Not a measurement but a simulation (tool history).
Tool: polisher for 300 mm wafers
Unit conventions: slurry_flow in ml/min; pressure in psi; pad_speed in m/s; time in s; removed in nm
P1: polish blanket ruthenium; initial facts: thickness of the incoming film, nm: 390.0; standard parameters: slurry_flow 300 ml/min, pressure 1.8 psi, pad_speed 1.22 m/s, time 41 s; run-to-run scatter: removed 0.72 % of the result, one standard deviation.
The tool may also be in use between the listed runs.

run 1 hour=10.1 | slurry_flow=300 pressure=1.8 pad_speed=1.22 time=41 | removed=45.608
run 2 hour=20 | slurry_flow=300 pressure=1.8 pad_speed=1.62 time=41 | removed=59.9
run 3 hour=30.5 | slurry_flow=300 pressure=2.2 pad_speed=1.8 time=41 | removed=81.246
run 4 hour=41 | slurry_flow=300 pressure=1.8 pad_speed=1.22 time=41 | removed=45.412
run 5 hour=46.4 | slurry_flow=300 pressure=1.8 pad_speed=1.22 time=41 | removed=45.788
run 6 hour=52.8 | slurry_flow=300 pressure=2.8 pad_speed=1.22 time=41 | removed=70.338
run 7 hour=58.9 | slurry_flow=300 pressure=1.8 pad_speed=1.22 time=41 | removed=45.103
-- hour=65.4 worn pad replaced by a new one
run 8 hour=65.5 | slurry_flow=300 pressure=1.8 pad_speed=1.22 time=64 | removed=69.39
run 9 hour=75.8 | slurry_flow=300 pressure=1.8 pad_speed=1.6 time=27 | removed=39.19
run 10 hour=83 | slurry_flow=300 pressure=0.8 pad_speed=1.22 time=41 | removed=19.92
run 11 hour=92.4 | slurry_flow=405 pressure=1.8 pad_speed=1.22 time=41 | removed=45.861
run 12 hour=97.2 | slurry_flow=180 pressure=1.8 pad_speed=1.22 time=41 | removed=42.331
run 13 hour=104.1 | slurry_flow=300 pressure=1.8 pad_speed=0.74 time=41 | removed=27.083
run 14 hour=112.4 | slurry_flow=300 pressure=1.8 pad_speed=1.22 time=22 | removed=24.206
run 15 hour=118.6 | slurry_flow=300 pressure=1.8 pad_speed=1.22 time=41 | removed=44.915
run 16 hour=127.1 | slurry_flow=300 pressure=1.8 pad_speed=1.22 time=41 | removed=44.64

The next listed run, before its measurement:
run 17 hour=132.5 | slurry_flow=300 pressure=1.8 pad_speed=1.22 time=41 | removed=?

Run 17 gave removed 43.941 nm.

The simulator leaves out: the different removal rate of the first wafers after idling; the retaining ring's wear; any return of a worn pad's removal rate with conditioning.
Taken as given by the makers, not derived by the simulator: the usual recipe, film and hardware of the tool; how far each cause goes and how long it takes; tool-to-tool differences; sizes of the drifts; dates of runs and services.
